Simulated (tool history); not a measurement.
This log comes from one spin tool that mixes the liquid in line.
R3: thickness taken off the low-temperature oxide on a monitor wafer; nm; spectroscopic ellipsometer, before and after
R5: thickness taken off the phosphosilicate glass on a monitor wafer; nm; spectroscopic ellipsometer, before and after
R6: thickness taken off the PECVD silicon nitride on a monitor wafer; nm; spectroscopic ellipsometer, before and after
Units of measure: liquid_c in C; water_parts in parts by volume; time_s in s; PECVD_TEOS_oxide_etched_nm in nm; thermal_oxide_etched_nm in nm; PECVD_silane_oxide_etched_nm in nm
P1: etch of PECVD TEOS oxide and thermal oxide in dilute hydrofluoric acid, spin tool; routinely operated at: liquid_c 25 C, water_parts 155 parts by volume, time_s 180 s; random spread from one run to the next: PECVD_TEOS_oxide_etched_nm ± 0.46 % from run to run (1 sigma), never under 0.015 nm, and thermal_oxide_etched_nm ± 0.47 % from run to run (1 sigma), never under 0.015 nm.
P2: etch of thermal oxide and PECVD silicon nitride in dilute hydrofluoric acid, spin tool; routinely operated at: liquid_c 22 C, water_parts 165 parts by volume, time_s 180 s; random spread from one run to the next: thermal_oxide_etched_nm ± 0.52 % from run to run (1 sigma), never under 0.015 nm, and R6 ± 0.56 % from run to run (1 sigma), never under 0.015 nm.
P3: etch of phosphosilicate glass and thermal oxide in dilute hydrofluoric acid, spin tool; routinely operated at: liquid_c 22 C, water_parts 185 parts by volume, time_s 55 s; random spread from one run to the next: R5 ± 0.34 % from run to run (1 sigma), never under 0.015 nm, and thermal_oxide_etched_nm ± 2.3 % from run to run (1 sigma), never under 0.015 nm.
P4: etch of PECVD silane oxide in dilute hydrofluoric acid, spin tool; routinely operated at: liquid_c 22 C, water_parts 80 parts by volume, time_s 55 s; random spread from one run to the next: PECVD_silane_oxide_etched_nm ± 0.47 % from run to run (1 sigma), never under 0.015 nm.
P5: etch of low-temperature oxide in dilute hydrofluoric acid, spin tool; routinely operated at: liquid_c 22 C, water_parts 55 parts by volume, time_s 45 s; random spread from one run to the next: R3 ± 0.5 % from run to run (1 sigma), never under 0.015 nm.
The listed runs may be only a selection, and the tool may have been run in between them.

run 1 hour=5.8 | process=P1 liquid_c=25 water_parts=155 time_s=180 | PECVD_TEOS_oxide_etched_nm=15.246 thermal_oxide_etched_nm=5.4966
run 2 hour=9.9 | process=P1 liquid_c=25 water_parts=155 time_s=260 | PECVD_TEOS_oxide_etched_nm=22.022 thermal_oxide_etched_nm=7.8722
run 3 hour=13.1 | process=P1 liquid_c=25 water_parts=155 time_s=180 | PECVD_TEOS_oxide_etched_nm=15.351 thermal_oxide_etched_nm=5.4559
run 4 hour=16.6 | process=P5 liquid_c=22 water_parts=55 time_s=15 | R3=4.5273
run 5 hour=21.2 | process=P1 liquid_c=32.5 water_parts=155 time_s=80 | PECVD_TEOS_oxide_etched_nm=8.9635 thermal_oxide_etched_nm=3.1937
run 6 hour=26.9 | process=P4 liquid_c=22 water_parts=80 time_s=55 | PECVD_silane_oxide_etched_nm=13.358
-- hour=29 hydrofluoric acid flow meter replaced
run 7 hour=32.7 | process=P4 liquid_c=30.5 water_parts=80 time_s=55 | PECVD_silane_oxide_etched_nm=18.616
run 8 hour=36.5 | process=P3 liquid_c=22 water_parts=185 time_s=15 | thermal_oxide_etched_nm=0.31655 R5=7.293
run 9 hour=39.5 | process=P5 liquid_c=30 water_parts=55 time_s=45 | R3=18.808
run 10 hour=44.5 | process=P4 liquid_c=22 water_parts=80 time_s=55 | PECVD_silane_oxide_etched_nm=13.19
run 11 hour=48.3 | process=P3 liquid_c=22 water_parts=185 time_s=55 | thermal_oxide_etched_nm=1.1743 R5=26.723
run 12 hour=53.3 | process=P1 liquid_c=25 water_parts=155 time_s=180 | PECVD_TEOS_oxide_etched_nm=15.279 thermal_oxide_etched_nm=5.5148
run 13 hour=59.2 | process=P1 liquid_c=32.5 water_parts=235 time_s=180 | PECVD_TEOS_oxide_etched_nm=11.883 thermal_oxide_etched_nm=4.2969
run 14 hour=65.1 | process=P1 liquid_c=19 water_parts=155 time_s=180 | PECVD_TEOS_oxide_etched_nm=12.038 thermal_oxide_etched_nm=4.3104
run 15 hour=69.5 | process=P1 liquid_c=25 water_parts=265 time_s=180 | PECVD_TEOS_oxide_etched_nm=7.9711 thermal_oxide_etched_nm=2.8438
run 16 hour=74.8 | process=P1 liquid_c=25 water_parts=155 time_s=180 | PECVD_TEOS_oxide_etched_nm=15.339 thermal_oxide_etched_nm=5.5074
run 17 hour=77.6 | process=P3 liquid_c=22 water_parts=185 time_s=55 | thermal_oxide_etched_nm=1.1444 R5=26.615
run 18 hour=80.9 | process=P3 liquid_c=17 water_parts=185 time_s=55 | thermal_oxide_etched_nm=0.99152 R5=21.904
run 19 hour=86.2 | process=P4 liquid_c=22 water_parts=80 time_s=15 | PECVD_silane_oxide_etched_nm=3.6405
run 20 hour=91.5 | process=P1 liquid_c=29 water_parts=155 time_s=180 | PECVD_TEOS_oxide_etched_nm=17.664 thermal_oxide_etched_nm=6.3837
run 21 hour=95.1 | process=P1 liquid_c=25 water_parts=155 time_s=180 | PECVD_TEOS_oxide_etched_nm=15.25 thermal_oxide_etched_nm=5.5649
run 22 hour=98.5 | process=P1 liquid_c=25 water_parts=155 time_s=180 | PECVD_TEOS_oxide_etched_nm=15.135 thermal_oxide_etched_nm=5.4072
run 23 hour=101.7 | process=P1 liquid_c=25 water_parts=155 time_s=60 | PECVD_TEOS_oxide_etched_nm=5.002 thermal_oxide_etched_nm=1.817
run 24 hour=106.5 | process=P5 liquid_c=22 water_parts=55 time_s=45 | R3=13.635
run 25 hour=109.3 | process=P2 liquid_c=22 water_parts=70 time_s=180 | thermal_oxide_etched_nm=11.588 R6=12.834
run 26 hour=112.9 | process=P5 liquid_c=22 water_parts=20 time_s=45 | R3=39.078
run 27 hour=116.8 | process=P3 liquid_c=22 water_parts=55 time_s=55 | thermal_oxide_etched_nm=4.3905 R5=104.86
run 28 hour=122.1 | process=P1 liquid_c=25 water_parts=30 time_s=180 | PECVD_TEOS_oxide_etched_nm=91.696 thermal_oxide_etched_nm=33.327
run 29 hour=125.2 | process=P2 liquid_c=17 water_parts=165 time_s=180 | thermal_oxide_etched_nm=3.6264 R6=3.9649
run 30 hour=130.4 | process=P2 liquid_c=22 water_parts=165 time_s=180 | thermal_oxide_etched_nm=4.4888 R6=5.527
run 31 hour=135.8 | process=P4 liquid_c=22 water_parts=115 time_s=55 | PECVD_silane_oxide_etched_nm=8.8273
run 32 hour=139 | process=P2 liquid_c=22 water_parts=165 time_s=80 | thermal_oxide_etched_nm=1.99 R6=2.4402
run 33 hour=145.1 | process=P1 liquid_c=25 water_parts=155 time_s=180 | PECVD_TEOS_oxide_etched_nm=15.34 thermal_oxide_etched_nm=5.4811
run 34 hour=148.6 | process=P1 liquid_c=25 water_parts=155 time_s=180 | PECVD_TEOS_oxide_etched_nm=14.987 thermal_oxide_etched_nm=5.3935
run 35 hour=152.7 | process=P1 liquid_c=25 water_parts=155 time_s=180 | PECVD_TEOS_oxide_etched_nm=14.728 thermal_oxide_etched_nm=5.3648
run 36 hour=156.7 | process=P1 liquid_c=25 water_parts=155 time_s=180 | PECVD_TEOS_oxide_etched_nm=14.619 thermal_oxide_etched_nm=5.3161
run 37 hour=162.6 | process=P1 liquid_c=25 water_parts=155 time_s=180 | PECVD_TEOS_oxide_etched_nm=14.452 thermal_oxide_etched_nm=5.2334
run 38 hour=167.7 | process=P1 liquid_c=25 water_parts=155 time_s=180 | PECVD_TEOS_oxide_etched_nm=14.377 thermal_oxide_etched_nm=5.253
run 39 hour=172.6 | process=P1 liquid_c=25 water_parts=155 time_s=180 | PECVD_TEOS_oxide_etched_nm=14.312 thermal_oxide_etched_nm=5.2003
run 40 hour=178.8 | process=P1 liquid_c=25 water_parts=155 time_s=180 | PECVD_TEOS_oxide_etched_nm=14.325 thermal_oxide_etched_nm=5.1857
run 41 hour=183.6 | process=P1 liquid_c=25 water_parts=155 time_s=180 | PECVD_TEOS_oxide_etched_nm=14.367 thermal_oxide_etched_nm=5.1142
run 42 hour=187.4 | process=P1 liquid_c=25 water_parts=155 time_s=180 | PECVD_TEOS_oxide_etched_nm=14.354 thermal_oxide_etched_nm=5.1561
run 43 hour=190.1 | process=P1 liquid_c=25 water_parts=155 time_s=180 | PECVD_TEOS_oxide_etched_nm=14.298 thermal_oxide_etched_nm=5.1626
run 44 hour=194.9 | process=P1 liquid_c=25 water_parts=155 time_s=180 | PECVD_TEOS_oxide_etched_nm=14.355 thermal_oxide_etched_nm=5.1912

P1 no longer gives what it gave before; its output has crept away from where it was. The following 2 causes, each at its listed size, fit the log equally well:
A: liquid colder than its thermometer reads (K) = 1.66
B: hydrofluoric acid flow below the setpoint (%) = 5.18
The onset of the drift is placed at about hour 145.1.

Question marks stand in for the results of the 4 check runs listed below, each run on one wafer. Under which run would the listed causes show clearly different results?
run check 1 hour=199.7 | process=P5 liquid_c=22 water_parts=55 time_s=45 | R3=?
run check 2 hour=199.7 | process=P2 liquid_c=22 water_parts=165 time_s=180 | thermal_oxide_etched_nm=? R6=?
run check 3 hour=199.7 | process=P4 liquid_c=22 water_parts=80 time_s=55 | PECVD_silane_oxide_etched_nm=?
run check 4 hour=199.7 | process=P3 liquid_c=22 water_parts=185 time_s=55 | thermal_oxide_etched_nm=? R5=?

Predicted outcomes, by check and by cause:
check=check_1 result=R3 if_A=12.707 if_B=12.87
check=check_2 result=thermal_oxide_etched_nm if_A=4.1497 if_B=4.1576
check=check_2 result=R6 if_A=4.9645 if_B=5.2556
check=check_3 result=PECVD_silane_oxide_etched_nm if_A=12.404 if_B=12.528
check=check_4 result=thermal_oxide_etched_nm if_A=1.088 if_B=1.0881
check=check_4 result=R5 if_A=25.043 if_B=25.047
Per-check spread between the two closest causes, in the result where they differ most: check 1 1.27 %; check 2 5.7 %; check 3 0.99 %; check 4 0.02 %
Check 2 is the one run that separates the causes; every other check would come out nearly the same whichever cause is at work.

Check 2 was carried out, with these results: thermal_oxide_etched_nm 4.1982 nm; R6 5.2544 nm. Which of the listed causes is responsible?

B is the cause: hydrofluoric acid flow below the setpoint (%).
